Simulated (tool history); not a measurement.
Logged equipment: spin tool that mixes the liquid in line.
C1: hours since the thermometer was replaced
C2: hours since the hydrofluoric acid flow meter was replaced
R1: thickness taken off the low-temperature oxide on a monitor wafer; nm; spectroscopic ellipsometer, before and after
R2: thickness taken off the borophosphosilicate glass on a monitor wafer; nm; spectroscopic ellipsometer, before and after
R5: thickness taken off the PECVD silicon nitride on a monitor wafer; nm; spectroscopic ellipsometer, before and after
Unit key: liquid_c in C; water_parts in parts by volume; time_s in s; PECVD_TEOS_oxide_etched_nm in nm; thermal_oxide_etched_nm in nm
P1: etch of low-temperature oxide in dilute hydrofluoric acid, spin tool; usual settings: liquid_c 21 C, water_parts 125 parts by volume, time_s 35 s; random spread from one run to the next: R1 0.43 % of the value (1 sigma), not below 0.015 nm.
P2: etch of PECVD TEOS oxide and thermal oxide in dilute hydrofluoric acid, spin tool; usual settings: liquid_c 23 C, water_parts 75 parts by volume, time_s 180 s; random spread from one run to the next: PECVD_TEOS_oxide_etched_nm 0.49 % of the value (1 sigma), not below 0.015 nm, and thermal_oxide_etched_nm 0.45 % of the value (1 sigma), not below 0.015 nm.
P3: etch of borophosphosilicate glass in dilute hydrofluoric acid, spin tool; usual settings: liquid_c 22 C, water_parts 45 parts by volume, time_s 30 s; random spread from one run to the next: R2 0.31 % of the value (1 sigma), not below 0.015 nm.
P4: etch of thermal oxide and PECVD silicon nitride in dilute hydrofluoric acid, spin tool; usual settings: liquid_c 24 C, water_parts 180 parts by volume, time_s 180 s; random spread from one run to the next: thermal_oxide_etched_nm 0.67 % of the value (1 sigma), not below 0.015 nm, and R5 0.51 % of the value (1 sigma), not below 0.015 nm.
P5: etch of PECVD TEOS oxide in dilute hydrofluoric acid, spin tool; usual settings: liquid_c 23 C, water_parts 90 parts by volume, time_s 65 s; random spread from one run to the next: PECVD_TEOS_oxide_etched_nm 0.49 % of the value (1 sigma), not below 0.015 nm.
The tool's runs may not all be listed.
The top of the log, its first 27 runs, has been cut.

Run 28, hour 267.4: process P1, liquid_c 27.5 C, water_parts 125 parts by volume, time_s 35 s; C1 466.1; C2 564.8. Result: R1 6.9968 nm.
Run 29, hour 276.4: process P5, liquid_c 23 C, water_parts 165 parts by volume, time_s 65 s; C1 475.1; C2 573.8. Result: PECVD_TEOS_oxide_etched_nm 4.9879 nm.
Run 30, hour 287.2: process P5, liquid_c 31.5 C, water_parts 90 parts by volume, time_s 65 s; C1 485.9; C2 584.6. Result: PECVD_TEOS_oxide_etched_nm 13.746 nm.
Run 31, hour 299.6: process P1, liquid_c 21 C, water_parts 185 parts by volume, time_s 60 s; C1 498.3; C2 597. Result: R1 5.9292 nm.
Run 32, hour 310: process P5, liquid_c 23 C, water_parts 90 parts by volume, time_s 15 s; C1 508.7; C2 607.4. Result: PECVD_TEOS_oxide_etched_nm 2.2855 nm.
Run 33, hour 322.6: process P1, liquid_c 21 C, water_parts 125 parts by volume, time_s 35 s; C1 521.3; C2 620. Result: R1 5.4222 nm.
Run 34, hour 334.6: process P1, liquid_c 21 C, water_parts 125 parts by volume, time_s 35 s; C1 533.3; C2 632. Result: R1 5.4486 nm.
Run 35, hour 345.4: process P4, liquid_c 24 C, water_parts 180 parts by volume, time_s 355 s; C1 544.1; C2 642.8. Result: thermal_oxide_etched_nm 8.3962 nm, R5 9.5872 nm.
Run 36, hour 353.6: process P1, liquid_c 21 C, water_parts 125 parts by volume, time_s 35 s; C1 552.3; C2 651. Result: R1 5.3972 nm.
Run 37, hour 364: process P1, liquid_c 21 C, water_parts 125 parts by volume, time_s 35 s; C1 562.7; C2 661.4. Result: R1 5.2677 nm.
Run 38, hour 375.2: process P1, liquid_c 21 C, water_parts 125 parts by volume, time_s 35 s; C1 573.9; C2 672.6. Result: R1 5.1276 nm.
Run 39, hour 384.9: process P1, liquid_c 21 C, water_parts 125 parts by volume, time_s 35 s; C1 583.6; C2 682.3. Result: R1 5.0817 nm.
Run 40, hour 390.9: process P1, liquid_c 21 C, water_parts 125 parts by volume, time_s 35 s; C1 589.6; C2 688.3. Result: R1 5.0274 nm.
Run 41, hour 398.5: process P1, liquid_c 21 C, water_parts 125 parts by volume, time_s 35 s; C1 597.2; C2 695.9. Result: R1 5.0315 nm.
Run 42, hour 407.1: process P1, liquid_c 21 C, water_parts 125 parts by volume, time_s 35 s; C1 605.8; C2 704.5. Result: R1 4.972 nm.

The next listed run, before its measurement:
Run 43, hour 416.9: process P1, liquid_c 21 C, water_parts 125 parts by volume, time_s 35 s; C1 615.6; C2 714.3. Result: R1 ?.

Logged for run 43: R1 4.9542 nm.
